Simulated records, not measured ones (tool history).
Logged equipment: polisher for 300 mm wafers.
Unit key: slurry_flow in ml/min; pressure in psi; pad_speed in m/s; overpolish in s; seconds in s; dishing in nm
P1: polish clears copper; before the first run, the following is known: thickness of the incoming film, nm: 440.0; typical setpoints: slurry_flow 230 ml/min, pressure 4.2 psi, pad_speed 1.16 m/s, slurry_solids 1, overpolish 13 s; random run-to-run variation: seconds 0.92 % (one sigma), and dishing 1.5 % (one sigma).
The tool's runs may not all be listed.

run 1 hour=9.3 | slurry_flow=230 pressure=4.2 pad_speed=1.16 slurry_solids=1 overpolish=13 | seconds=80.733 dishing=44.723
run 2 hour=20.9 | slurry_flow=230 pressure=4.2 pad_speed=1.16 slurry_solids=1.45 overpolish=13 | seconds=73.18 dishing=48.684
run 3 hour=31.7 | slurry_flow=230 pressure=4.2 pad_speed=1.72 slurry_solids=1 overpolish=13 | seconds=54.47 dishing=59.74
run 4 hour=41 | slurry_flow=140 pressure=4.2 pad_speed=1.16 slurry_solids=1 overpolish=13 | seconds=88.708 dishing=41.518
run 5 hour=53.1 | slurry_flow=230 pressure=4.2 pad_speed=1.16 slurry_solids=1 overpolish=4 | seconds=83.054 dishing=15.836
run 6 hour=64 | slurry_flow=230 pressure=6.4 pad_speed=1.16 slurry_solids=1 overpolish=13 | seconds=53.143 dishing=63.521
run 7 hour=74.7 | slurry_flow=230 pressure=2.3 pad_speed=1.16 slurry_solids=1 overpolish=13 | seconds=146.41 dishing=26.078
run 8 hour=86 | slurry_flow=230 pressure=4.2 pad_speed=1.16 slurry_solids=1 overpolish=13 | seconds=80.732 dishing=45.071
run 9 hour=95 | slurry_flow=350 pressure=4.2 pad_speed=1.16 slurry_solids=1 overpolish=13 | seconds=77.158 dishing=46.378
run 10 hour=105.7 | slurry_flow=230 pressure=4.2 pad_speed=1.16 slurry_solids=1 overpolish=13 | seconds=81.349 dishing=44.081
run 11 hour=111.7 | slurry_flow=230 pressure=4.2 pad_speed=1.16 slurry_solids=1 overpolish=25 | seconds=81.007 dishing=71.296
run 12 hour=121.5 | slurry_flow=230 pressure=4.2 pad_speed=1.16 slurry_solids=1 overpolish=13 | seconds=82.126 dishing=43.924
run 13 hour=127.7 | slurry_flow=230 pressure=4.2 pad_speed=0.86 slurry_solids=1 overpolish=13 | seconds=110.3 dishing=35.809
run 14 hour=133.9 | slurry_flow=230 pressure=4.2 pad_speed=1.78 slurry_solids=1.45 overpolish=13 | seconds=49.588 dishing=66.566
run 15 hour=143.1 | slurry_flow=230 pressure=4.2 pad_speed=1.16 slurry_solids=0.55 overpolish=13 | seconds=92.36 dishing=39.958
run 16 hour=155.1 | slurry_flow=315 pressure=4.2 pad_speed=1.16 slurry_solids=1 overpolish=4 | seconds=78.748 dishing=16.011
run 17 hour=166.6 | slurry_flow=230 pressure=4.2 pad_speed=1.16 slurry_solids=1 overpolish=13 | seconds=82.999 dishing=44.515
run 18 hour=175.5 | slurry_flow=230 pressure=4.2 pad_speed=1.16 slurry_solids=1 overpolish=13 | seconds=81.468 dishing=43.851
run 19 hour=182.5 | slurry_flow=230 pressure=4.2 pad_speed=1.16 slurry_solids=1 overpolish=13 | seconds=82.096 dishing=44.525
run 20 hour=190.1 | slurry_flow=230 pressure=4.2 pad_speed=1.16 slurry_solids=1 overpolish=13 | seconds=82.169 dishing=43.795

Run 21 comes next. What will it give?
run 21 hour=202.9 | slurry_flow=230 pressure=4.2 pad_speed=1.16 slurry_solids=1 overpolish=13 | seconds=? dishing=?

seconds: 83.659 s
dishing: 43.065 nm

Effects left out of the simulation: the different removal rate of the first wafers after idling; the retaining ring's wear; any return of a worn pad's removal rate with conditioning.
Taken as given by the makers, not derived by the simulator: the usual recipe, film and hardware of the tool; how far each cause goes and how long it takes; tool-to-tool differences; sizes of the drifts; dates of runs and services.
